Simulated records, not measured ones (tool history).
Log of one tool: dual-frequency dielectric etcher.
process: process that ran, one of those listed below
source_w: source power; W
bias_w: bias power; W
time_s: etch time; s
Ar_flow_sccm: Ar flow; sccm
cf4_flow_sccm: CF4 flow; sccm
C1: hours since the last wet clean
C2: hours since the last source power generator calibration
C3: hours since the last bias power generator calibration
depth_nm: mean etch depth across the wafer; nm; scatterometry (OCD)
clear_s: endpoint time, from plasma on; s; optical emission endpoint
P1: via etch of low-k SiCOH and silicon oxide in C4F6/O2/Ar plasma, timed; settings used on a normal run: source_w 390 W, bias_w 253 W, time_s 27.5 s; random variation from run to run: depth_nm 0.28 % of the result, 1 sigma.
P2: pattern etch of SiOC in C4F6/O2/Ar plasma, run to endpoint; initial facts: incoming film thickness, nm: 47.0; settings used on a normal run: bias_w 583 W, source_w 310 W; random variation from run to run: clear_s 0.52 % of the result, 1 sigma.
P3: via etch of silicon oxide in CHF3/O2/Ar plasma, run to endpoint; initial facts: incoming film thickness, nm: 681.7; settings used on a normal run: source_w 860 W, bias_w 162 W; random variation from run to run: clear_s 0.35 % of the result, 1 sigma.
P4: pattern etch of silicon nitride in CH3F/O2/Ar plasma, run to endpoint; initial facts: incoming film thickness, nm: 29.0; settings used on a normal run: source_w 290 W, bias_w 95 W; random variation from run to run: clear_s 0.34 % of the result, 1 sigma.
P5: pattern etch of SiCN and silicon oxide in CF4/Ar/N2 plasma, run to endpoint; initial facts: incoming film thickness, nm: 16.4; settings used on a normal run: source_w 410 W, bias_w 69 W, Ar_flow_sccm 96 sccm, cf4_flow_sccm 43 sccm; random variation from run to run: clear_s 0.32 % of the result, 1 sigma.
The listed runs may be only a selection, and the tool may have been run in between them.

{"run": 1, "hour": 7.6, "process": "P1", "source_w": 390, "bias_w": 253, "time_s": 27.5, "C1": 366.2, "C2": 1563.1, "C3": 480.5, "depth_nm": 70.798}
{"run": 2, "hour": 17.0, "process": "P1", "source_w": 390, "bias_w": 253, "time_s": 34.0, "C1": 375.6, "C2": 1572.5, "C3": 489.9, "depth_nm": 87.577}
{"run": 3, "hour": 27.3, "process": "P1", "source_w": 390, "bias_w": 253, "time_s": 27.5, "C1": 385.9, "C2": 1582.8, "C3": 500.2, "depth_nm": 70.752}
{"run": 4, "hour": 34.3, "process": "P1", "source_w": 510, "bias_w": 253, "time_s": 36.5, "C1": 392.9, "C2": 1589.8, "C3": 507.2, "depth_nm": 103.81}
{"run": 5, "hour": 46.6, "process": "P3", "source_w": 860, "bias_w": 162, "C1": 405.2, "C2": 1602.1, "C3": 519.5, "clear_s": 301.69}
{"run": 6, "hour": 59.0, "process": "P5", "source_w": 410, "bias_w": 69, "Ar_flow_sccm": 96, "cf4_flow_sccm": 43, "C1": 417.6, "C2": 1614.5, "C3": 531.9, "clear_s": 23.223}
{"run": 7, "hour": 70.4, "process": "P2", "source_w": 310, "bias_w": 368, "C1": 429.0, "C2": 1625.9, "C3": 543.3, "clear_s": 19.015}
{"run": 8, "hour": 78.9, "process": "P5", "source_w": 410, "bias_w": 69, "Ar_flow_sccm": 57, "cf4_flow_sccm": 43, "C1": 437.5, "C2": 1634.4, "C3": 551.8, "clear_s": 21.347}
{"run": 9, "hour": 91.2, "process": "P1", "source_w": 390, "bias_w": 325, "time_s": 27.5, "C1": 449.8, "C2": 1646.7, "C3": 564.1, "depth_nm": 77.047}
{"run": 10, "hour": 96.9, "process": "P2", "source_w": 310, "bias_w": 583, "C1": 455.5, "C2": 1652.4, "C3": 569.8, "clear_s": 16.037}
{"run": 11, "hour": 104.7, "process": "P1", "source_w": 390, "bias_w": 253, "time_s": 27.5, "C1": 463.3, "C2": 1660.2, "C3": 577.6, "depth_nm": 70.747}
{"run": 12, "hour": 117.1, "process": "P5", "source_w": 410, "bias_w": 69, "Ar_flow_sccm": 96, "cf4_flow_sccm": 43, "C1": 475.7, "C2": 1672.6, "C3": 590.0, "clear_s": 23.193}
{"run": 13, "hour": 122.7, "process": "P1", "source_w": 390, "bias_w": 253, "time_s": 19.5, "C1": 481.3, "C2": 1678.2, "C3": 595.6, "depth_nm": 50.509}
{"run": 14, "hour": 133.8, "process": "P3", "source_w": 1040, "bias_w": 162, "C1": 492.4, "C2": 1689.3, "C3": 606.7, "clear_s": 280.99}
{"run": 15, "hour": 139.8, "process": "P1", "source_w": 390, "bias_w": 180, "time_s": 27.5, "C1": 498.4, "C2": 1695.3, "C3": 612.7, "depth_nm": 63.38}
{"run": 16, "hour": 146.3, "process": "P1", "source_w": 390, "bias_w": 253, "time_s": 27.5, "C1": 504.9, "C2": 1701.8, "C3": 619.2, "depth_nm": 70.561}
{"run": 17, "hour": 154.8, "process": "P4", "source_w": 380, "bias_w": 95, "C1": 513.4, "C2": 1710.3, "C3": 627.7, "clear_s": 38.38}
{"run": 18, "hour": 161.4, "process": "P4", "source_w": 290, "bias_w": 95, "C1": 520.0, "C2": 1716.9, "C3": 634.3, "clear_s": 42.469}
{"run": 19, "hour": 170.4, "process": "P1", "source_w": 240, "bias_w": 253, "time_s": 27.5, "C1": 529.0, "C2": 1725.9, "C3": 643.3, "depth_nm": 58.742}
{"run": 20, "hour": 180.7, "process": "P1", "source_w": 510, "bias_w": 253, "time_s": 27.5, "C1": 539.3, "C2": 1736.2, "C3": 653.6, "depth_nm": 78.511}
{"run": 21, "hour": 190.7, "process": "P1", "source_w": 390, "bias_w": 253, "time_s": 27.5, "C1": 549.3, "C2": 1746.2, "C3": 663.6, "depth_nm": 70.572}
{"run": 22, "hour": 203.2, "process": "P5", "source_w": 270, "bias_w": 69, "Ar_flow_sccm": 96, "cf4_flow_sccm": 43, "C1": 561.8, "C2": 1758.7, "C3": 676.1, "clear_s": 33.486}
{"run": 23, "hour": 209.8, "process": "P1", "source_w": 300, "bias_w": 300, "time_s": 27.5, "C1": 568.4, "C2": 1765.3, "C3": 682.7, "depth_nm": 67.93}
{"run": 24, "hour": 218.5, "process": "P3", "source_w": 860, "bias_w": 162, "C1": 577.1, "C2": 1774.0, "C3": 691.4, "clear_s": 300.67}

Run 25, settings as shown, results not yet in. Your forecast:
{"run": 25, "hour": 227.3, "process": "P1", "source_w": 390, "bias_w": 253, "time_s": 27.5, "C1": 585.9, "C2": 1782.8, "C3": 700.2, "depth_nm": "?"}

depth_nm: 71.154 nm

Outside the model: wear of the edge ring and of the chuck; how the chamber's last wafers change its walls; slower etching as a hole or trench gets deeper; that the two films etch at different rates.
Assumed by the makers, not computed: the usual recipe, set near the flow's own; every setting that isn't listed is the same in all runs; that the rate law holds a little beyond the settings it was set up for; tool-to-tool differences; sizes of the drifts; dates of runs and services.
